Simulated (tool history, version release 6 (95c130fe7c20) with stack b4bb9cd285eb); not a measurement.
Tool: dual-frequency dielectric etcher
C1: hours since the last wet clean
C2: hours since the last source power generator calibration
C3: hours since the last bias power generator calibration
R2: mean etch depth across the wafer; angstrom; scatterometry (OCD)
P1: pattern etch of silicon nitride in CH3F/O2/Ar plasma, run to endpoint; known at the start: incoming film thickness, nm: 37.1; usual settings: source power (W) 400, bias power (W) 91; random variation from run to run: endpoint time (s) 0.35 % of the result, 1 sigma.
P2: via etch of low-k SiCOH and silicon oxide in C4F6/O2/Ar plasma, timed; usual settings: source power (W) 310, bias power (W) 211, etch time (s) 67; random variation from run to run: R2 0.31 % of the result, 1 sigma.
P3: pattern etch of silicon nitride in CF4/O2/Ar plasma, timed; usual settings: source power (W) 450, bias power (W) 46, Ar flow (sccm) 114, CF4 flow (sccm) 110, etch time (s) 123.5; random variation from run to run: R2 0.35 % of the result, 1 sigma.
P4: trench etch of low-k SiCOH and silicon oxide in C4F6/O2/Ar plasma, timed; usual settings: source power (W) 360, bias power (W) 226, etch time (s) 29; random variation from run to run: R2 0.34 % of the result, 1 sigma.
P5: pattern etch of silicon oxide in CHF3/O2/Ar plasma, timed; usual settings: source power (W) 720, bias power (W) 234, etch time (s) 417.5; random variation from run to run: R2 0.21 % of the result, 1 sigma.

run 1 hour=10.1 | process_that_ran=P1 source_power_(W)=400 bias_power_(W)=91 | C1=279.6 C2=1070.6 C3=357 | endpoint_time_(s)=48.114
run 2 hour=23.1 | process_that_ran=P4 source_power_(W)=270 bias_power_(W)=226 etch_time_(s)=29 | C1=292.6 C2=1083.6 C3=370 | R2=831.95
run 3 hour=32.5 | process_that_ran=P5 source_power_(W)=720 bias_power_(W)=234 etch_time_(s)=529 | C1=302 C2=1093 C3=379.4 | R2=12734
run 4 hour=48.6 | process_that_ran=P2 source_power_(W)=310 bias_power_(W)=211 etch_time_(s)=50 | C1=318.1 C2=1109.1 C3=395.5 | R2=1341.7
run 5 hour=56.4 | process_that_ran=P3 source_power_(W)=620 bias_power_(W)=46 etch_time_(s)=123.5 Ar_flow_(sccm)=114 CF4_flow_(sccm)=110 | C1=325.9 C2=1116.9 C3=403.3 | R2=2774.1
run 6 hour=67.2 | process_that_ran=P1 source_power_(W)=400 bias_power_(W)=91 | C1=336.7 C2=1127.7 C3=414.1 | endpoint_time_(s)=48.209
run 7 hour=77.8 | process_that_ran=P5 source_power_(W)=720 bias_power_(W)=234 etch_time_(s)=417.5 | C1=347.3 C2=1138.3 C3=424.7 | R2=10053
run 8 hour=89.9 | process_that_ran=P4 source_power_(W)=360 bias_power_(W)=226 etch_time_(s)=29 | C1=359.4 C2=1150.4 C3=436.8 | R2=928.03
run 9 hour=100.1 | process_that_ran=P1 source_power_(W)=300 bias_power_(W)=71 | C1=369.6 C2=1160.6 C3=447 | endpoint_time_(s)=58.604
run 10 hour=114.8 | process_that_ran=P4 source_power_(W)=360 bias_power_(W)=226 etch_time_(s)=29 | C1=384.3 C2=1175.3 C3=461.7 | R2=928.99
run 11 hour=131 | process_that_ran=P3 source_power_(W)=450 bias_power_(W)=46 etch_time_(s)=175.5 Ar_flow_(sccm)=114 CF4_flow_(sccm)=110 | C1=400.5 C2=1191.5 C3=477.9 | R2=3005.3
run 12 hour=140.1 | process_that_ran=P4 source_power_(W)=360 bias_power_(W)=226 etch_time_(s)=43 | C1=409.6 C2=1200.6 C3=487 | R2=1376.2
run 13 hour=151.4 | process_that_ran=P3 source_power_(W)=450 bias_power_(W)=46 etch_time_(s)=123.5 Ar_flow_(sccm)=156 CF4_flow_(sccm)=110 | C1=420.9 C2=1211.9 C3=498.3 | R2=2036.4
run 14 hour=159.9 | process_that_ran=P5 source_power_(W)=480 bias_power_(W)=234 etch_time_(s)=417.5 | C1=429.4 C2=1220.4 C3=506.8 | R2=8651.7
run 15 hour=170.1 | process_that_ran=P2 source_power_(W)=310 bias_power_(W)=125 etch_time_(s)=67 | C1=439.6 C2=1230.6 C3=517 | R2=1531.2
run 16 hour=186.3 | process_that_ran=P2 source_power_(W)=380 bias_power_(W)=211 etch_time_(s)=67 | C1=455.8 C2=1246.8 C3=533.2 | R2=1935.1
run 17 hour=198.1 | process_that_ran=P4 source_power_(W)=360 bias_power_(W)=172 etch_time_(s)=29 | C1=467.6 C2=1258.6 C3=545 | R2=856.92
run 18 hour=209.8 | process_that_ran=P3 source_power_(W)=450 bias_power_(W)=46 etch_time_(s)=123.5 Ar_flow_(sccm)=114 CF4_flow_(sccm)=110 | C1=479.3 C2=1270.3 C3=556.7 | R2=2113.5
run 19 hour=218.5 | process_that_ran=P3 source_power_(W)=450 bias_power_(W)=46 etch_time_(s)=123.5 Ar_flow_(sccm)=114 CF4_flow_(sccm)=70 | C1=488 C2=1279 C3=565.4 | R2=2004
run 20 hour=227.4 | process_that_ran=P5 source_power_(W)=720 bias_power_(W)=156 etch_time_(s)=417.5 | C1=496.9 C2=1287.9 C3=574.3 | R2=8797.1
run 21 hour=235.3 | process_that_ran=P1 source_power_(W)=400 bias_power_(W)=54 | C1=504.8 C2=1295.8 C3=582.2 | endpoint_time_(s)=57.754
run 22 hour=249.1 | process_that_ran=P1 source_power_(W)=550 bias_power_(W)=61 | C1=518.6 C2=1309.6 C3=596 | endpoint_time_(s)=49.153
run 23 hour=264.8 | process_that_ran=P1 source_power_(W)=540 bias_power_(W)=91 | C1=534.3 C2=1325.3 C3=611.7 | endpoint_time_(s)=43.206
-- hour=271.9 wet clean of the chamber
run 24 hour=280.6 | process_that_ran=P1 source_power_(W)=400 bias_power_(W)=127 | C1=8.7 C2=1341.1 C3=627.5 | endpoint_time_(s)=42.528
run 25 hour=295 | process_that_ran=P1 source_power_(W)=400 bias_power_(W)=91 | C1=23.1 C2=1355.5 C3=641.9 | endpoint_time_(s)=48.088
run 26 hour=307.2 | process_that_ran=P1 source_power_(W)=400 bias_power_(W)=91 | C1=35.3 C2=1367.7 C3=654.1 | endpoint_time_(s)=48.312
run 27 hour=321.5 | process_that_ran=P2 source_power_(W)=310 bias_power_(W)=211 etch_time_(s)=67 | C1=49.6 C2=1382 C3=668.4 | R2=1788.3
run 28 hour=334.4 | process_that_ran=P3 source_power_(W)=450 bias_power_(W)=36 etch_time_(s)=123.5 Ar_flow_(sccm)=114 CF4_flow_(sccm)=110 | C1=62.5 C2=1394.9 C3=681.3 | R2=1949.2
run 29 hour=345.8 | process_that_ran=P1 source_power_(W)=310 bias_power_(W)=91 | C1=73.9 C2=1406.3 C3=692.7 | endpoint_time_(s)=52.874
run 30 hour=354 | process_that_ran=P1 source_power_(W)=400 bias_power_(W)=91 | C1=82.1 C2=1414.5 C3=700.9 | endpoint_time_(s)=48.409
run 31 hour=363.3 | process_that_ran=P1 source_power_(W)=400 bias_power_(W)=91 | C1=91.4 C2=1423.8 C3=710.2 | endpoint_time_(s)=48.246
run 32 hour=377.3 | process_that_ran=P1 source_power_(W)=400 bias_power_(W)=91 | C1=105.4 C2=1437.8 C3=724.2 | endpoint_time_(s)=47.877
run 33 hour=390.1 | process_that_ran=P1 source_power_(W)=400 bias_power_(W)=91 | C1=118.2 C2=1450.6 C3=737 | endpoint_time_(s)=47.442
run 34 hour=401.6 | process_that_ran=P1 source_power_(W)=400 bias_power_(W)=91 | C1=129.7 C2=1462.1 C3=748.5 | endpoint_time_(s)=47.23
-- hour=404.2 wet clean of the chamber
run 35 hour=410.7 | process_that_ran=P1 source_power_(W)=400 bias_power_(W)=91 | C1=6.5 C2=1471.2 C3=757.6 | endpoint_time_(s)=47.725
run 36 hour=421.2 | process_that_ran=P1 source_power_(W)=400 bias_power_(W)=91 | C1=17 C2=1481.7 C3=768.1 | endpoint_time_(s)=47.678
run 37 hour=430.7 | process_that_ran=P1 source_power_(W)=400 bias_power_(W)=91 | C1=26.5 C2=1491.2 C3=777.6 | endpoint_time_(s)=47.22
run 38 hour=439.1 | process_that_ran=P1 source_power_(W)=400 bias_power_(W)=91 | C1=34.9 C2=1499.6 C3=786 | endpoint_time_(s)=47.767
run 39 hour=453 | process_that_ran=P1 source_power_(W)=400 bias_power_(W)=91 | C1=48.8 C2=1513.5 C3=799.9 | endpoint_time_(s)=47.442
run 40 hour=466.5 | process_that_ran=P1 source_power_(W)=400 bias_power_(W)=91 | C1=62.3 C2=1527 C3=813.4 | endpoint_time_(s)=47.472

Forecast run 41:
run 41 hour=481.2 | process_that_ran=P1 source_power_(W)=400 bias_power_(W)=91 | C1=77 C2=1541.7 C3=828.1 | endpoint_time_(s)=?

endpoint time (s): 47.385
